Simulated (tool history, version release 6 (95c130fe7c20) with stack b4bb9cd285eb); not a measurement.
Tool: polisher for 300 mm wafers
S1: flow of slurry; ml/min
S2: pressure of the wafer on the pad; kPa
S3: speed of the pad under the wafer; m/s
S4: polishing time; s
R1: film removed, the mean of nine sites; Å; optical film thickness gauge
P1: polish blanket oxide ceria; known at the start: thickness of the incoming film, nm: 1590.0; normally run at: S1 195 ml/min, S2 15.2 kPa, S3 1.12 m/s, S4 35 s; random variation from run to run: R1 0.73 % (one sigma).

run,hour,S1,S2,S3,S4,R1
1,11.8,195,15.2,1.12,35,1046.8
2,29.7,130,15.2,1.12,35,965.6
3,49,195,15.2,1.7,24,1097.2
4,65.8,195,8.3,1.12,35,559.39
5,79.9,195,15.2,1.58,52,2181.5
6,96.8,195,15.2,1.12,25,743.04
7,113.8,195,15.2,1.12,35,1045
# hour 123.4: slurry nozzle cleaned
8,128,195,23.4,1.12,35,1607.5
9,147.4,195,15.2,1.12,35,1053.9
10,157.6,195,15.2,1.58,26,1083.6
11,174.5,195,15.2,0.5,35,461.95
12,192.8,195,15.2,1.12,55,1631.3
13,209.6,195,15.2,1.12,35,1056.4
14,229,260,15.2,1.12,35,1070
15,238.8,195,15.2,1.76,35,1623.2
16,252.8,195,15.2,1.12,35,1049.3
17,262.7,195,15.2,1.12,35,1020.9
18,273.9,195,15.2,1.12,35,996.77
19,286.9,195,15.2,1.12,35,985.84
20,303.4,195,15.2,1.12,35,956.74
21,315.4,195,15.2,1.12,35,959.65
22,327.1,195,15.2,1.12,35,965.6
# hour 340.6: head pressure recalibrated
23,344.1,195,15.2,1.12,35,948.87
24,358.7,195,15.2,1.12,35,960.22
25,370.1,195,15.2,1.12,35,948.03

What P1 gives has crept away from where it was. These 2 causes fit the log equally well, each at the size given:
A: removal rate lost through wear of the pad, % = 8.12
B: slurry flow missing at the pad, % = 38.7
The creep began at about hour 252.8.
Why every other cause is out:
head's pressure below its setpoint, %: serviced at hour 340.6, which brought nothing back

4 check runs are offered, each on 3 wafers whose results are averaged, their results left as question marks. Which one tells the causes apart?
check 1,381.5,195,15.2,0.54,35,?
check 2,381.5,195,15.2,1.52,35,?
check 3,381.5,135,15.2,1.38,35,?
check 4,381.5,195,22.1,1.12,54,?

What each check would give under each cause:
check,result,if A,if B
check 1,R1,461.52,461.58
check 2,R1,1299.1,1299.3
check 3,R1,1110.9,1074.6
check 4,R1,2148.2,2148.5
How far apart the two closest causes lie, in the result that separates them most: check 1 0.01 %; check 2 0.01 %; check 3 3.32 %; check 4 0.01 %
Only check 3 tells the causes apart: in the others they would give nearly the same result.

Then check 3 was run and gave: R1 1113.3 Å. Which cause is it?

It is A: removal rate lost through wear of the pad, %.
